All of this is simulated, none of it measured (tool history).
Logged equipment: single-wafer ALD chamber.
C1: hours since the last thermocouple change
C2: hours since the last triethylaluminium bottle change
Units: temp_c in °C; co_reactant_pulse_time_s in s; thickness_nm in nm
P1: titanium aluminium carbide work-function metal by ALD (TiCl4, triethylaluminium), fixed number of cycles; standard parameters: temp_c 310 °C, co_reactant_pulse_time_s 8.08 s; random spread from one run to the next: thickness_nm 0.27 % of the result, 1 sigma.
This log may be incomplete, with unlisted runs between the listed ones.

{"run": 1, "hour": 8.9, "temp_c": 310, "co_reactant_pulse_time_s": 8.08, "C1": 1469.9, "C2": 978.6, "thickness_nm": 2.0364}
{"run": 2, "hour": 25.9, "temp_c": 286, "co_reactant_pulse_time_s": 8.08, "C1": 1486.9, "C2": 995.6, "thickness_nm": 1.8233}
{"run": 3, "hour": 44.0, "temp_c": 334, "co_reactant_pulse_time_s": 8.08, "C1": 1505.0, "C2": 1013.7, "thickness_nm": 2.2474}
{"run": 4, "hour": 60.4, "temp_c": 310, "co_reactant_pulse_time_s": 8.08, "C1": 1521.4, "C2": 1030.1, "thickness_nm": 2.0346}
{"run": 5, "hour": 74.7, "temp_c": 310, "co_reactant_pulse_time_s": 8.08, "C1": 1535.7, "C2": 1044.4, "thickness_nm": 2.0363}
{"run": 6, "hour": 91.5, "temp_c": 310, "co_reactant_pulse_time_s": 2.67, "C1": 1552.5, "C2": 1061.2, "thickness_nm": 1.3052}
{"run": 7, "hour": 102.8, "temp_c": 329, "co_reactant_pulse_time_s": 6.0, "C1": 1563.8, "C2": 1072.5, "thickness_nm": 2.0349}
{"run": 8, "hour": 111.6, "temp_c": 310, "co_reactant_pulse_time_s": 8.08, "C1": 1572.6, "C2": 1081.3, "thickness_nm": 2.0346}
{"run": 9, "hour": 129.6, "temp_c": 323, "co_reactant_pulse_time_s": 4.88, "C1": 1590.6, "C2": 1099.3, "thickness_nm": 1.8602}
{"run": 10, "hour": 146.2, "temp_c": 310, "co_reactant_pulse_time_s": 8.08, "C1": 1607.2, "C2": 1115.9, "thickness_nm": 2.03}
{"run": 11, "hour": 160.9, "temp_c": 310, "co_reactant_pulse_time_s": 8.08, "C1": 1621.9, "C2": 1130.6, "thickness_nm": 2.0292}
{"run": 12, "hour": 176.2, "temp_c": 310, "co_reactant_pulse_time_s": 8.08, "C1": 1637.2, "C2": 1145.9, "thickness_nm": 2.0342}
{"run": 13, "hour": 185.7, "temp_c": 310, "co_reactant_pulse_time_s": 11.15, "C1": 1646.7, "C2": 1155.4, "thickness_nm": 2.1194}
{"run": 14, "hour": 195.9, "temp_c": 310, "co_reactant_pulse_time_s": 8.08, "C1": 1656.9, "C2": 1165.6, "thickness_nm": 2.0317}
{"run": 15, "hour": 208.0, "temp_c": 310, "co_reactant_pulse_time_s": 8.08, "C1": 1669.0, "C2": 1177.7, "thickness_nm": 2.0106}
{"run": 16, "hour": 226.4, "temp_c": 310, "co_reactant_pulse_time_s": 8.08, "C1": 1687.4, "C2": 1196.1, "thickness_nm": 2.0114}
{"run": 17, "hour": 235.0, "temp_c": 310, "co_reactant_pulse_time_s": 8.08, "C1": 1696.0, "C2": 1204.7, "thickness_nm": 2.0068}
{"run": 18, "hour": 250.3, "temp_c": 310, "co_reactant_pulse_time_s": 8.08, "C1": 1711.3, "C2": 1220.0, "thickness_nm": 2.0019}
{"run": 19, "hour": 268.5, "temp_c": 310, "co_reactant_pulse_time_s": 8.08, "C1": 1729.5, "C2": 1238.2, "thickness_nm": 2.0041}
{"run": 20, "hour": 286.7, "temp_c": 310, "co_reactant_pulse_time_s": 8.08, "C1": 1747.7, "C2": 1256.4, "thickness_nm": 2.0075}
{"run": 21, "hour": 295.6, "temp_c": 310, "co_reactant_pulse_time_s": 8.08, "C1": 1756.6, "C2": 1265.3, "thickness_nm": 2.0}
{"run": 22, "hour": 306.6, "temp_c": 310, "co_reactant_pulse_time_s": 8.08, "C1": 1767.6, "C2": 1276.3, "thickness_nm": 1.9944}
{"run": 23, "hour": 317.8, "temp_c": 310, "co_reactant_pulse_time_s": 8.08, "C1": 1778.8, "C2": 1287.5, "thickness_nm": 2.0007}
{"run": 24, "hour": 330.9, "temp_c": 310, "co_reactant_pulse_time_s": 8.08, "C1": 1791.9, "C2": 1300.6, "thickness_nm": 2.0014}

P1 no longer gives what it gave before; its output has crept away from where it was. The following 2 causes, each at its listed size, fit the log equally well:
A: wafer temperature below the value expected at the setpoint (K) = 4.38
B: triethylaluminium dose below that of a fresh bottle (%) = 8.85
The creep began at about hour 195.9.

Below are 4 check runs, each on a single wafer, with their results shown as question marks. Which of them would tell the listed causes apart, meaning the causes would give clearly different results under it?
{"run": "check 1", "hour": 344.0, "temp_c": 310, "co_reactant_pulse_time_s": 3.85, "thickness_nm": "?"}
{"run": "check 2", "hour": 344.0, "temp_c": 287, "co_reactant_pulse_time_s": 8.08, "thickness_nm": "?"}
{"run": "check 3", "hour": 344.0, "temp_c": 330, "co_reactant_pulse_time_s": 9.97, "thickness_nm": "?"}
{"run": "check 4", "hour": 344.0, "temp_c": 334, "co_reactant_pulse_time_s": 10.44, "thickness_nm": "?"}

Expected result of each check under each candidate cause:
check=check_1 result=thickness_nm if_A=1.5640 if_B=1.5216
check=check_2 result=thickness_nm if_A=1.8032 if_B=1.8060
check=check_3 result=thickness_nm if_A=2.2367 if_B=2.2489
check=check_4 result=thickness_nm if_A=2.2836 if_B=2.2985
Distance between the nearest two causes, measured in the result of the check that separates them most: check 1 2.75 %; check 2 0.15 %; check 3 0.54 %; check 4 0.65 %
Check 1 distinguishes between the causes, while the remaining checks would return nearly the same result for all of them.

Here is what check 1 returned: thickness_nm 1.5162 nm. Which cause is it?

It is B: triethylaluminium dose below that of a fresh bottle (%).

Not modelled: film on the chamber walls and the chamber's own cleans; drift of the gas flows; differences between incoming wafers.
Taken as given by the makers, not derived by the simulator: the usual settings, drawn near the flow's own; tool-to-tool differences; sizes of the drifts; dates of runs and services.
